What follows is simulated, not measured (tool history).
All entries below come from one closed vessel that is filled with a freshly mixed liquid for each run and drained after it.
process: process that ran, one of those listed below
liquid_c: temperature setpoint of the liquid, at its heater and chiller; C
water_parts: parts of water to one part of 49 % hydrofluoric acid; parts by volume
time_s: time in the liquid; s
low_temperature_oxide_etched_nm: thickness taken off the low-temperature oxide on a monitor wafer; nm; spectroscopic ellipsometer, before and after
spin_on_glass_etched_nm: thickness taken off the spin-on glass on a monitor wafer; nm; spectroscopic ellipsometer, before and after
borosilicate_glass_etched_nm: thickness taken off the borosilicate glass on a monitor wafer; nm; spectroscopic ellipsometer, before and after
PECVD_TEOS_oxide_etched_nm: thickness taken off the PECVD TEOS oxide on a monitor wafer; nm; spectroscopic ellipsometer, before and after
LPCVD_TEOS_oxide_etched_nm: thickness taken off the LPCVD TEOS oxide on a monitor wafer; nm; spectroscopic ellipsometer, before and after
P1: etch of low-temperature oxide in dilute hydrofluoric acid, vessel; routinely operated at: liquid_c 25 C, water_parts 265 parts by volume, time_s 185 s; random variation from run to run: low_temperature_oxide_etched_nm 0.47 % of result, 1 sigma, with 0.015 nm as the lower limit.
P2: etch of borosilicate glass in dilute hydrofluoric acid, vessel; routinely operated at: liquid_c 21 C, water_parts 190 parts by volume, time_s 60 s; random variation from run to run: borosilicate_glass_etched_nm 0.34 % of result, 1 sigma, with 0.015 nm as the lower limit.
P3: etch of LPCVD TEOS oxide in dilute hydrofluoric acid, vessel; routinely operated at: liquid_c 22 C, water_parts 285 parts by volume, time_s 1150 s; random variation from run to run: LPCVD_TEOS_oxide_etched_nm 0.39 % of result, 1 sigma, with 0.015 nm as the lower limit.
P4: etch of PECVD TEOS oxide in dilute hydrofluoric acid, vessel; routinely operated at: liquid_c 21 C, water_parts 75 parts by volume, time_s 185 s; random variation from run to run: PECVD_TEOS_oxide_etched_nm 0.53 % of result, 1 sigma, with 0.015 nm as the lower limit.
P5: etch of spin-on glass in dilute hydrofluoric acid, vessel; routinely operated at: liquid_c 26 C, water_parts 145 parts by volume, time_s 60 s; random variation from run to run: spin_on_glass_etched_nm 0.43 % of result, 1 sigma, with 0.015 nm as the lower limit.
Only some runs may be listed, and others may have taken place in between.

run	day	process	liquid_c	water_parts	time_s	hours since the thermometer was replaced	hours since the hydrofluoric acid flow meter was replaced	low_temperature_oxide_etched_nm	spin_on_glass_etched_nm	borosilicate_glass_etched_nm	PECVD_TEOS_oxide_etched_nm	LPCVD_TEOS_oxide_etched_nm
1	0.658	P1	25	265	185	264.2	972.2	7.4781				
2	1.133	P5	34	145	60	275.6	983.6		25.418			
3	1.458	P1	33	265	185	283.4	991.4	9.8456				
4	1.904	P2	21	190	60	294.1	1002.1			11.084		
5	2.392	P1	25	265	185	305.8	1013.8	7.4467				
6	2.929	P4	21	75	185	318.7	1026.7				58.812	
7	3.433	P3	22	285	2250	330.8	1038.8					116.27
8	4.017	P2	21	315	60	344.8	1052.8			5.9559		
9	4.55	P4	17	75	185	357.6	1065.6				49.683	
10	5.092	P5	26	85	60	370.6	1078.6		35.133			
11	5.767	P2	29	190	60	386.8	1094.8			14.883		
12	6.233	P3	22	430	1150	398	1106					34.735
13	6.588	P1	25	385	185	406.5	1114.5	4.5982				
14	7.275	P1	25	265	185	423	1131	7.4874				
15	7.733	P3	22	285	1150	434	1142					58.943
16	8.233	P1	20	265	185	446	1154	6.2217				
17	8.533	P1	25	265	185	453.2	1161.2	7.4702				
18	9.062	P2	21	190	60	465.9	1173.9			11.088		
19	9.421	P5	26	145	30	474.5	1182.5		9.5852			
20	9.946	P3	26	285	1150	487.1	1195.1					68.2
21	10.5	P1	25	265	55	500.4	1208.4	2.2074				
22	11.1	P4	21	75	185	514.8	1222.8				59.249	
23	11.55	P1	25	265	185	525.6	1233.6	7.4423				
24	11.862	P1	25	265	185	533.1	1241.1	7.5502				
# day 12.446: thermometer replaced
25	12.492	P4	21	75	310	1.1	1256.2				99.317	
26	13.112	P4	21	20	185	16	1271.1				236.71	
27	13.45	P1	19.5	470	185	24.1	1279.2	2.8879				
28	13.846	P1	25	265	350	33.6	1288.7	14.155				
29	14.471	P5	26	145	60	48.6	1303.7		19.069			
30	14.842	P2	21	190	30	57.5	1312.6			5.5522		
31	15.346	P1	25	55	185	69.6	1324.7	45.458				
32	15.942	P1	25	265	185	83.9	1339	7.4745				
33	16.292	P1	25	265	185	92.3	1347.4	7.2625				
34	16.812	P1	25	265	185	104.8	1359.9	7.0558				
35	17.246	P1	25	265	185	115.2	1370.3	7.0574				

Run 36, settings as shown, results not yet in. Your forecast:
36	17.6	P1	25	265	185	123.7	1378.8	?				

low_temperature_oxide_etched_nm: 6.9836 nm
